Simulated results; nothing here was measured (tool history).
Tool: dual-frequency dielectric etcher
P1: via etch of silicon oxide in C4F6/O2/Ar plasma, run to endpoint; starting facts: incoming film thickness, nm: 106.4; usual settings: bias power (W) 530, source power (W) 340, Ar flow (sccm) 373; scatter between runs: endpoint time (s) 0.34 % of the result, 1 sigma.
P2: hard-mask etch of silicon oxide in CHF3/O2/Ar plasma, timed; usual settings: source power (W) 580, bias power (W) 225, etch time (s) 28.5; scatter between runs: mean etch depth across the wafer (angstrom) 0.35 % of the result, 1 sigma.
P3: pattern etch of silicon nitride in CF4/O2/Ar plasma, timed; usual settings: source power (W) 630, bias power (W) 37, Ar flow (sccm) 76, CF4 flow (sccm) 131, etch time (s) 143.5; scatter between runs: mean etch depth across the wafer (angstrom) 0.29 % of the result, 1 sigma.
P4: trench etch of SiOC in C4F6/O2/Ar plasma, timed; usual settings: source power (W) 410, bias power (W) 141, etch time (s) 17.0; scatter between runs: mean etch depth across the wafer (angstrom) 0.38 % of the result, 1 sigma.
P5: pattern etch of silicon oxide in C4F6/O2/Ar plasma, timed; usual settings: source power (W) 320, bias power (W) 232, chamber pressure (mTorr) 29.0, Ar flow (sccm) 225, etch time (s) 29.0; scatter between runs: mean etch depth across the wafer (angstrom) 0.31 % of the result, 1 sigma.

run   hour  process that ran  bias power (W)  source power (W)  Ar flow (sccm)  CF4 flow (sccm)  etch time (s)  chamber pressure (mTorr)  hours since the last wet clean  hours since the last bias power generator calibration  hours since the last source power generator calibration  hours since the last Ar flow controller change  endpoint time (s)  mean etch depth across the wafer (angstrom)
  1    4.4                P1             530               340             373                                                                                     369.6                                                 1167.2                                                   1121.4                                           999.1             24.661
  2    8.9                P1             686               340             373                                                                                     374.1                                                 1171.7                                                   1125.9                                          1003.6             22.395
  3   14.3                P3              37               630             106              131          143.5                                                     379.5                                                 1177.1                                                   1131.3                                          1009.0                                                         2978.40
  4   17.6                P5             232               320             280                            29.0                      29.0                           382.8                                                 1180.4                                                   1134.6                                          1012.3                                                          921.40
  5   22.9                P1             530               340             373                                                                                     388.1                                                 1185.7                                                   1139.9                                          1017.6             24.585
  6   25.9                P3              37               420              76              131          143.5                                                     391.1                                                 1188.7                                                   1142.9                                          1020.6                                                         2163.60
  7   29.1                P1             530               430             373                                                                                     394.3                                                 1191.9                                                   1146.1                                          1023.8             22.666
  8   34.8                P2             225               580                                            28.5                                                     400.0                                                 1197.6                                                   1151.8                                          1029.5                                                          619.59
  9   39.5                P1             530               340             373                                                                                     404.7                                                 1202.3                                                   1156.5                                          1034.2             24.730
 10   45.5                P1             626               400             373                                                                                     410.7                                                 1208.3                                                   1162.5                                          1040.2             21.787
 11   51.3                P4             141               260                                            17.0                                                     416.5                                                 1214.1                                                   1168.3                                          1046.0                                                          275.85
 12   57.7                P4             181               410                                            17.0                                                     422.9                                                 1220.5                                                   1174.7                                          1052.4                                                          355.80
 13   63.0                P1             530               340             373                                                                                     428.2                                                 1225.8                                                   1180.0                                          1057.7             24.643
 14   68.6                P3              37               630              76              131          211.5                                                     433.8                                                 1231.4                                                   1185.6                                          1063.3                                                         4580.50
 15   73.1                P1             530               340             298                                                                                     438.3                                                 1235.9                                                   1190.1                                          1067.8             24.043
 16   78.3                P5             232               240             225                            29.0                      29.0                           443.5                                                 1241.1                                                   1195.3                                          1073.0                                                          847.46
 17   81.4                P5             280               320             225                            29.0                      29.0                           446.6                                                 1244.2                                                   1198.4                                          1076.1                                                         1013.20
 18   87.8                P1             530               340             373                                                                                     453.0                                                 1250.6                                                   1204.8                                          1082.5             24.823
 19   94.0                P4             141               410                                            17.0                                                     459.2                                                 1256.8                                                   1211.0                                          1088.7                                                          328.48
 20  100.2                P1             530               340             463                                                                                     465.4                                                 1263.0                                                   1217.2                                          1094.9             25.201
 21  106.0                P5             232               320             225                            29.0                      37.5                           471.2                                                 1268.8                                                   1223.0                                          1100.7                                                          918.38
 22  112.2                P3              51               630              76              131          143.5                                                     477.4                                                 1275.0                                                   1229.2                                          1106.9                                                         3459.80
 23  118.0                P1             530               210             373                                                                                     483.2                                                 1280.8                                                   1235.0                                          1112.7             29.489
 24  120.9                P5             232               320             225                            29.0                      29.0                           486.1                                                 1283.7                                                   1237.9                                          1115.6                                                          947.12
 25  127.3                P1             530               340             373                                                                                     492.5                                                 1290.1                                                   1244.3                                          1122.0             24.697
 26  133.2                P2             225               790                                            28.5                                                     498.4                                                 1296.0                                                   1250.2                                          1127.9                                                          695.67
 27  137.4                P3              37               630              76              176          143.5                                                     502.6                                                 1300.2                                                   1254.4                                          1132.1                                                         3181.10
 28  140.8                P1             530               340             373                                                                                     506.0                                                 1303.6                                                   1257.8                                          1135.5             24.701
 29  144.1                P4             141               410                                            22.0                                                     509.3                                                 1306.9                                                   1261.1                                          1138.8                                                          425.43
 30  148.7                P1             363               340             373                                                                                     513.9                                                 1311.5                                                   1265.7                                          1143.4             28.403
 31  152.6                P4             141               410                                            17.0                                                     517.8                                                 1315.4                                                   1269.6                                          1147.3                                                          330.41
 32  158.3                P5             232               320             225                            19.0                      29.0                           523.5                                                 1321.1                                                   1275.3                                          1153.0                                                          621.20
 33  163.2                P2             225               580                                            21.0                                                     528.4                                                 1326.0                                                   1280.2                                          1157.9                                                          459.13
 34  168.5                P2             289               580                                            28.5                                                     533.7                                                 1331.3                                                   1285.5                                          1163.2                                                          678.18

Forecast run 35:
 35  175.2                P1             681               340             442                                                                                     540.4                                                 1338.0                                                   1292.2                                          1169.9                  ?

endpoint time (s): 22.800
